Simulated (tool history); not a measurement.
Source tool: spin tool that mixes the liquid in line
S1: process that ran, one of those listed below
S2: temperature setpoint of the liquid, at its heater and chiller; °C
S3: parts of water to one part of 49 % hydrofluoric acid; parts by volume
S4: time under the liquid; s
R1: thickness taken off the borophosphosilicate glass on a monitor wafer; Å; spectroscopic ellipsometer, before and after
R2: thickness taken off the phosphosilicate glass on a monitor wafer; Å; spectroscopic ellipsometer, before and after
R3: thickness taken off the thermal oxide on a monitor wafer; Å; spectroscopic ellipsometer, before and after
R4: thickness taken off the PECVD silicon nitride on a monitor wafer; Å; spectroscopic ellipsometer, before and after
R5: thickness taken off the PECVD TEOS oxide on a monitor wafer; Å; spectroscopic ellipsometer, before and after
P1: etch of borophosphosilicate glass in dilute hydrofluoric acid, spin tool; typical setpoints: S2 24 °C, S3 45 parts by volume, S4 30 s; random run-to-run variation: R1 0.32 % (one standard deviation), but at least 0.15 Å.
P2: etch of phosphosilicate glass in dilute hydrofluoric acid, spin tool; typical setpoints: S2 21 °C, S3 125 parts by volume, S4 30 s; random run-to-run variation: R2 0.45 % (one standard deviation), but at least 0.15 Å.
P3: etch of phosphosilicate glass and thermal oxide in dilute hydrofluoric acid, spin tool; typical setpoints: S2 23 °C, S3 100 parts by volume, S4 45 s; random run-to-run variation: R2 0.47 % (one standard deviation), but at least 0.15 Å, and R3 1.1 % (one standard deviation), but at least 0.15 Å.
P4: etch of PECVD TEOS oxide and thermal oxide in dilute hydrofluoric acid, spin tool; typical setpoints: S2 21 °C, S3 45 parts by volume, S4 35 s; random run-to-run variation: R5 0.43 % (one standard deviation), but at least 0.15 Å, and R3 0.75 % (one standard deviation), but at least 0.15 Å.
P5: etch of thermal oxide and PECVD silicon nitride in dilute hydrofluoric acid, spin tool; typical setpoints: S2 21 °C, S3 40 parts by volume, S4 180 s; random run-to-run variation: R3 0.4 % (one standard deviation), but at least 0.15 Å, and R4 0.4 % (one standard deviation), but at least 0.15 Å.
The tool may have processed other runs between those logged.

{"run": 1, "hour": 9.4, "S1": "P1", "S2": 24, "S3": 45, "S4": 30, "R1": 187.2}
{"run": 2, "hour": 16.0, "S1": "P1", "S2": 24, "S3": 45, "S4": 15, "R1": 93.885}
{"run": 3, "hour": 24.3, "S1": "P2", "S2": 21, "S3": 125, "S4": 30, "R2": 213.17}
{"run": 4, "hour": 30.7, "S1": "P3", "S2": 23, "S3": 150, "S4": 45, "R2": 157.41, "R3": 13.077}
{"run": 5, "hour": 36.5, "S1": "P3", "S2": 23, "S3": 100, "S4": 45, "R2": 249.43, "R3": 21.229}
{"run": 6, "hour": 42.2, "S1": "P5", "S2": 21, "S3": 40, "S4": 180, "R3": 197.41, "R4": 67.813}
{"run": 7, "hour": 52.1, "S1": "P1", "S2": 19.5, "S3": 45, "S4": 30, "R1": 154.92}
{"hour": 54.6, "done": "thermometer replaced"}
{"run": 8, "hour": 62.4, "S1": "P1", "S2": 24, "S3": 45, "S4": 50, "R1": 311.09}
{"run": 9, "hour": 72.5, "S1": "P3", "S2": 23, "S3": 100, "S4": 25, "R2": 139.7, "R3": 11.275}
{"run": 10, "hour": 82.1, "S1": "P5", "S2": 17, "S3": 40, "S4": 180, "R3": 165.84, "R4": 50.511}
{"run": 11, "hour": 88.7, "S1": "P2", "S2": 21, "S3": 125, "S4": 30, "R2": 213.69}
{"run": 12, "hour": 95.1, "S1": "P4", "S2": 21, "S3": 45, "S4": 35, "R3": 36.145, "R5": 77.988}
{"run": 13, "hour": 104.7, "S1": "P4", "S2": 21, "S3": 45, "S4": 35, "R3": 35.86, "R5": 77.617}
{"run": 14, "hour": 111.4, "S1": "P1", "S2": 31.5, "S3": 45, "S4": 45, "R1": 378.64}
{"run": 15, "hour": 122.7, "S1": "P1", "S2": 24, "S3": 70, "S4": 30, "R1": 116.41}
{"run": 16, "hour": 128.0, "S1": "P1", "S2": 24, "S3": 20, "S4": 30, "R1": 436.13}
{"run": 17, "hour": 134.4, "S1": "P4", "S2": 21, "S3": 65, "S4": 35, "R3": 23.46, "R5": 52.518}
{"run": 18, "hour": 141.7, "S1": "P4", "S2": 21, "S3": 45, "S4": 20, "R3": 20.581, "R5": 44.83}
{"run": 19, "hour": 149.2, "S1": "P1", "S2": 24, "S3": 45, "S4": 30, "R1": 186.97}
{"run": 20, "hour": 156.1, "S1": "P3", "S2": 17, "S3": 100, "S4": 45, "R2": 196.22, "R3": 16.669}
{"run": 21, "hour": 163.5, "S1": "P1", "S2": 18.5, "S3": 75, "S4": 30, "R1": 86.392}
{"run": 22, "hour": 173.4, "S1": "P1", "S2": 31, "S3": 45, "S4": 45, "R1": 372.51}
{"run": 23, "hour": 179.7, "S1": "P1", "S2": 24, "S3": 45, "S4": 30, "R1": 187.16}
{"run": 24, "hour": 190.1, "S1": "P2", "S2": 21, "S3": 215, "S4": 30, "R2": 112.59}
{"run": 25, "hour": 196.3, "S1": "P4", "S2": 17, "S3": 45, "S4": 35, "R3": 29.931, "R5": 65.494}
{"run": 26, "hour": 202.8, "S1": "P2", "S2": 17, "S3": 125, "S4": 30, "R2": 181.4}
{"run": 27, "hour": 209.6, "S1": "P1", "S2": 24, "S3": 45, "S4": 30, "R1": 188.12}
{"run": 28, "hour": 218.6, "S1": "P1", "S2": 32, "S3": 45, "S4": 30, "R1": 258.26}
{"run": 29, "hour": 229.2, "S1": "P2", "S2": 21, "S3": 125, "S4": 60, "R2": 428.65}
{"run": 30, "hour": 235.7, "S1": "P5", "S2": 21, "S3": 40, "S4": 80, "R3": 88.098, "R4": 29.888}
{"run": 31, "hour": 246.3, "S1": "P5", "S2": 21, "S3": 20, "S4": 180, "R3": 403.6, "R4": 130.51}
{"run": 32, "hour": 258.0, "S1": "P1", "S2": 24, "S3": 45, "S4": 30, "R1": 187.76}
{"run": 33, "hour": 266.9, "S1": "P1", "S2": 24, "S3": 45, "S4": 30, "R1": 180.39}
{"run": 34, "hour": 277.9, "S1": "P1", "S2": 24, "S3": 45, "S4": 30, "R1": 175.24}
{"run": 35, "hour": 283.7, "S1": "P1", "S2": 24, "S3": 45, "S4": 30, "R1": 174.09}
{"run": 36, "hour": 291.8, "S1": "P1", "S2": 24, "S3": 45, "S4": 30, "R1": 171.24}
{"run": 37, "hour": 301.3, "S1": "P1", "S2": 24, "S3": 45, "S4": 30, "R1": 170.99}
{"run": 38, "hour": 310.9, "S1": "P1", "S2": 24, "S3": 45, "S4": 30, "R1": 169.79}
{"run": 39, "hour": 319.9, "S1": "P1", "S2": 24, "S3": 45, "S4": 30, "R1": 170.4}
{"run": 40, "hour": 327.8, "S1": "P1", "S2": 24, "S3": 45, "S4": 30, "R1": 170.94}

The output of P1 has drifted from where it used to be. Each of the 2 causes below, taken at the size shown beside it, accounts for the log equally well:
A: liquid colder than its thermometer reads (K) = 2.36
B: hydrofluoric acid flow below the setpoint (%) = 8.81
The gradual shift began around hour 258.

Consider the 4 single-wafer check runs listed below, results given as question marks: which one distinguishes between the causes by giving clearly different results for each?
{"run": "check 1", "hour": 335.7, "S1": "P4", "S2": 21, "S3": 45, "S4": 35, "R3": "?", "R5": "?"}
{"run": "check 2", "hour": 335.7, "S1": "P2", "S2": 21, "S3": 125, "S4": 30, "R2": "?"}
{"run": "check 3", "hour": 335.7, "S1": "P3", "S2": 23, "S3": 100, "S4": 45, "R2": "?", "R3": "?"}
{"run": "check 4", "hour": 335.7, "S1": "P5", "S2": 21, "S3": 40, "S4": 180, "R3": "?", "R4": "?"}

If the cause were each of the candidates in turn, the checks would give the following:
check=check_1 result=R3 if_A=32.007 if_B=32.106
check=check_1 result=R5 if_A=70.364 if_B=70.581
check=check_2 result=R2 if_A=193.94 if_B=192.03
check=check_3 result=R2 if_A=227.97 if_B=226.07
check=check_3 result=R3 if_A=18.611 if_B=18.456
check=check_4 result=R3 if_A=177.96 if_B=178.7
check=check_4 result=R4 if_A=57.074 if_B=61.546
Minimum pairwise separation of causes per check, each pair taken at its best-separating result: check 1 0.31 %; check 2 0.99 %; check 3 0.84 %; check 4 7.54 %
Only check 4 tells the causes apart: in the others they would give nearly the same result.

Check 4 has now been run. It gave: R3 178.36 Å; R4 61.829 Å. Which of the candidate causes is it?

The correct cause is B, namely: hydrofluoric acid flow below the setpoint (%).

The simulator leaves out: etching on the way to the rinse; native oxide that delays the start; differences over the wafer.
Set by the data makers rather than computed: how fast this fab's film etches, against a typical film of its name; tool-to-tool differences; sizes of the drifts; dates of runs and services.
